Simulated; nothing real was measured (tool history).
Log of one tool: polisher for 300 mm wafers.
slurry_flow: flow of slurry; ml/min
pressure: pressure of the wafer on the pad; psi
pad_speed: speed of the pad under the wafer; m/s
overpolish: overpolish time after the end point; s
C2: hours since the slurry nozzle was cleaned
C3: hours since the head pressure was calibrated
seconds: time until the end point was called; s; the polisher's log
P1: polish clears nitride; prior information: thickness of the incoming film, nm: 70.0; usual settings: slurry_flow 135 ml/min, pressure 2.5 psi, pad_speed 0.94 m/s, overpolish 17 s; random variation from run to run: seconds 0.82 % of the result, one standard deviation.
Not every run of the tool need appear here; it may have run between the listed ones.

{"run": 1, "day": 0.417, "slurry_flow": 135, "pressure": 2.5, "pad_speed": 0.94, "overpolish": 17, "wafers polished on this pad": 324, "C2": 227.7, "C3": 495.9, "seconds": 82.613}
{"run": 2, "day": 0.796, "slurry_flow": 135, "pressure": 1.1, "pad_speed": 0.94, "overpolish": 17, "wafers polished on this pad": 431, "C2": 236.8, "C3": 505, "seconds": 188.25}
{"run": 3, "day": 1.254, "slurry_flow": 135, "pressure": 2.5, "pad_speed": 0.94, "overpolish": 17, "wafers polished on this pad": 559, "C2": 247.8, "C3": 516, "seconds": 82.779}
{"run": 4, "day": 1.608, "slurry_flow": 200, "pressure": 1.3, "pad_speed": 0.94, "overpolish": 17, "wafers polished on this pad": 659, "C2": 256.3, "C3": 524.5, "seconds": 149.89}
{"run": 5, "day": 2.229, "slurry_flow": 135, "pressure": 2.5, "pad_speed": 0.94, "overpolish": 26, "wafers polished on this pad": 833, "C2": 271.2, "C3": 539.4, "seconds": 81.809}
{"run": 6, "day": 2.921, "slurry_flow": 135, "pressure": 2.5, "pad_speed": 0.94, "overpolish": 17, "wafers polished on this pad": 1028, "C2": 287.8, "C3": 556, "seconds": 82.208}
{"run": 7, "day": 3.296, "slurry_flow": 135, "pressure": 2.5, "pad_speed": 0.94, "overpolish": 17, "wafers polished on this pad": 1133, "C2": 296.8, "C3": 565, "seconds": 83.386}
{"run": 8, "day": 3.975, "slurry_flow": 135, "pressure": 2.5, "pad_speed": 1.3, "overpolish": 27, "wafers polished on this pad": 1324, "C2": 313.1, "C3": 581.3, "seconds": 60.165}
{"run": 9, "day": 4.717, "slurry_flow": 135, "pressure": 2.5, "pad_speed": 0.94, "overpolish": 17, "wafers polished on this pad": 1532, "C2": 330.9, "C3": 599.1, "seconds": 82.219}
{"run": 10, "day": 5.262, "slurry_flow": 135, "pressure": 2.5, "pad_speed": 0.56, "overpolish": 33, "wafers polished on this pad": 1686, "C2": 344, "C3": 612.2, "seconds": 138.82}
{"run": 11, "day": 5.938, "slurry_flow": 200, "pressure": 2.5, "pad_speed": 0.94, "overpolish": 17, "wafers polished on this pad": 1875, "C2": 360.2, "C3": 628.4, "seconds": 77.807}
{"run": 12, "day": 6.35, "slurry_flow": 135, "pressure": 2.5, "pad_speed": 0.66, "overpolish": 17, "wafers polished on this pad": 1991, "C2": 370.1, "C3": 638.3, "seconds": 116.82}
{"run": 13, "day": 6.975, "slurry_flow": 135, "pressure": 2.5, "pad_speed": 0.94, "overpolish": 5, "wafers polished on this pad": 2167, "C2": 385.1, "C3": 653.3, "seconds": 82.038}
{"run": 14, "day": 7.704, "slurry_flow": 135, "pressure": 4, "pad_speed": 0.94, "overpolish": 17, "wafers polished on this pad": 2372, "C2": 402.6, "C3": 670.8, "seconds": 52.164}
{"run": 15, "day": 8.112, "slurry_flow": 80, "pressure": 2.5, "pad_speed": 0.94, "overpolish": 17, "wafers polished on this pad": 2486, "C2": 412.4, "C3": 680.6, "seconds": 92.623}
{"run": 16, "day": 8.542, "slurry_flow": 135, "pressure": 2.5, "pad_speed": 1.48, "overpolish": 17, "wafers polished on this pad": 2607, "C2": 422.7, "C3": 690.9, "seconds": 52.347}
{"run": 17, "day": 9.254, "slurry_flow": 135, "pressure": 2.5, "pad_speed": 0.94, "overpolish": 17, "wafers polished on this pad": 2807, "C2": 439.8, "C3": 708, "seconds": 82.998}
{"run": 18, "day": 9.775, "slurry_flow": 135, "pressure": 2.5, "pad_speed": 0.94, "overpolish": 17, "wafers polished on this pad": 2953, "C2": 452.3, "C3": 720.5, "seconds": 83.35}

Run 19 comes next. What will it give?
{"run": 19, "day": 10.138, "slurry_flow": 135, "pressure": 2.5, "pad_speed": 0.94, "overpolish": 17, "wafers polished on this pad": 3055, "C2": 461, "C3": 729.2, "seconds": "?"}

Run 19 gave seconds 83.134 s.
